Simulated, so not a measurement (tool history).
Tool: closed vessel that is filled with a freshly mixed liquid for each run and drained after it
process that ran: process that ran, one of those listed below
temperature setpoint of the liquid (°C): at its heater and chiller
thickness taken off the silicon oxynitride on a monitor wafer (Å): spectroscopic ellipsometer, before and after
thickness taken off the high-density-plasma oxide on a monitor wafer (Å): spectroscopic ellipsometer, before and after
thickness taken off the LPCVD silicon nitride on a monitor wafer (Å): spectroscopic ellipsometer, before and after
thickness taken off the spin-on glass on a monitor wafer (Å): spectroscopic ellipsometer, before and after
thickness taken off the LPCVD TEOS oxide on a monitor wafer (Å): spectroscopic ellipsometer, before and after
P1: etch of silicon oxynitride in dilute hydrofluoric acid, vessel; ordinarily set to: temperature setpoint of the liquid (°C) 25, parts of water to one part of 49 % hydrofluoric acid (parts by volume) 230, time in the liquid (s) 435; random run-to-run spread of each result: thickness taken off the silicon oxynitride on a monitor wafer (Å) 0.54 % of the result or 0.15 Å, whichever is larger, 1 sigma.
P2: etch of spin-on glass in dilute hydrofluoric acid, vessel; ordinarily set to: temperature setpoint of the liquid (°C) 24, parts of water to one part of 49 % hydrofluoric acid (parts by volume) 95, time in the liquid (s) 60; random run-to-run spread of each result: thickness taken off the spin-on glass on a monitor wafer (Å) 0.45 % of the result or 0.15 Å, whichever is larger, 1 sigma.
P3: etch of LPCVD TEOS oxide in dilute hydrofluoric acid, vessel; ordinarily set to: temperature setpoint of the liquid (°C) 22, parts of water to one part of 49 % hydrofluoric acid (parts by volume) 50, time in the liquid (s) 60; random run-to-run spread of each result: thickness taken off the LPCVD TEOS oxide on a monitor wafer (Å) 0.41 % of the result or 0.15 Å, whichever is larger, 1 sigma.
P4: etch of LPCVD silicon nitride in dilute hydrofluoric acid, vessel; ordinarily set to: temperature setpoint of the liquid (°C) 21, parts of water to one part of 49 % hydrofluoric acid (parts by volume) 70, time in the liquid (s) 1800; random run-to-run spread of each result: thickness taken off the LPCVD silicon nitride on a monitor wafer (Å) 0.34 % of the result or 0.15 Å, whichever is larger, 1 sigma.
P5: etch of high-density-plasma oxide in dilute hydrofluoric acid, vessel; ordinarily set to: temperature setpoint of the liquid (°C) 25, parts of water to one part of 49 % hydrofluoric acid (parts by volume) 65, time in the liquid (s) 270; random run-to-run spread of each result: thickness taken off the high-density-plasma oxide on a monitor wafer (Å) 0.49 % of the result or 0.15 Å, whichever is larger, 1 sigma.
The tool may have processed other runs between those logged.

| run | hour | process that ran | temperature setpoint of the liquid (°C) | parts of water to one part of 49 % hydrofluoric acid (parts by volume) | time in the liquid (s) | hours since the thermometer was replaced | hours since the hydrofluoric acid flow meter was replaced | thickness taken off the silicon oxynitride on a monitor wafer (Å) | thickness taken off the high-density-plasma oxide on a monitor wafer (Å) | thickness taken off the LPCVD silicon nitride on a monitor wafer (Å) | thickness taken off the spin-on glass on a monitor wafer (Å) | thickness taken off the LPCVD TEOS oxide on a monitor wafer (Å) |
|---|---|---|---|---|---|---|---|---|---|---|---|---|
| 1 | 10.6 | P1 | 25 | 230 | 435 | 1163.3 | 393.5 | 73.018 |  |  |  |  |
| 2 | 20.8 | P1 | 32.5 | 230 | 435 | 1173.5 | 403.7 | 100.07 |  |  |  |  |
| 3 | 29.5 | P1 | 29.5 | 230 | 60 | 1182.2 | 412.4 | 12.118 |  |  |  |  |
| 4 | 43.4 | P1 | 25 | 340 | 435 | 1196.1 | 426.3 | 46.329 |  |  |  |  |
| 5 | 50.7 | P1 | 19.5 | 230 | 435 | 1203.4 | 433.6 | 56.972 |  |  |  |  |
|  | 61.5 | hydrofluoric acid flow meter replaced |
| 6 | 62.2 | P5 | 32 | 65 | 270 | 1214.9 | 0.7 |  | 393.4 |  |  |  |
| 7 | 69.3 | P4 | 17 | 70 | 1800 | 1222 | 7.8 |  |  | 88.573 |  |  |
| 8 | 81.4 | P2 | 24 | 95 | 60 | 1234.1 | 19.9 |  |  |  | 261.07 |  |
| 9 | 96.1 | P1 | 25 | 230 | 435 | 1248.8 | 34.6 | 73.443 |  |  |  |  |
| 10 | 111.9 | P5 | 25 | 65 | 480 | 1264.6 | 50.4 |  | 527.62 |  |  |  |
| 11 | 122.2 | P2 | 24 | 95 | 60 | 1274.9 | 60.7 |  |  |  | 258.95 |  |
| 12 | 137.2 | P3 | 22 | 50 | 60 | 1289.9 | 75.7 |  |  |  |  | 487.53 |
| 13 | 150 | P2 | 24 | 160 | 60 | 1302.7 | 88.5 |  |  |  | 142.08 |  |
| 14 | 164.8 | P4 | 21 | 70 | 1800 | 1317.5 | 103.3 |  |  | 117.74 |  |  |
| 15 | 177.2 | P5 | 25 | 105 | 270 | 1329.9 | 115.7 |  | 176.04 |  |  |  |
| 16 | 186.5 | P4 | 21 | 70 | 1800 | 1339.2 | 125 |  |  | 116.82 |  |  |
| 17 | 195.4 | P3 | 22 | 50 | 60 | 1348.1 | 133.9 |  |  |  |  | 482.32 |
| 18 | 202.4 | P1 | 25 | 230 | 435 | 1355.1 | 140.9 | 72.362 |  |  |  |  |
| 19 | 210.2 | P3 | 17 | 50 | 60 | 1362.9 | 148.7 |  |  |  |  | 391.06 |
| 20 | 218 | P3 | 22 | 75 | 60 | 1370.7 | 156.5 |  |  |  |  | 313.78 |
| 21 | 227.2 | P1 | 25 | 230 | 435 | 1379.9 | 165.7 | 73.054 |  |  |  |  |
| 22 | 242.3 | P1 | 25 | 230 | 865 | 1395 | 180.8 | 145.87 |  |  |  |  |
| 23 | 250.3 | P2 | 30 | 95 | 60 | 1403 | 188.8 |  |  |  | 328.97 |  |
| 24 | 260.1 | P5 | 25 | 65 | 270 | 1412.8 | 198.6 |  | 296.53 |  |  |  |

Run 25, settings as shown, results not yet in. Your forecast:
| 25 | 275.2 | P1 | 25 | 230 | 435 | 1427.9 | 213.7 | ? |  |  |  |  |

thickness taken off the silicon oxynitride on a monitor wafer (Å): 72.236
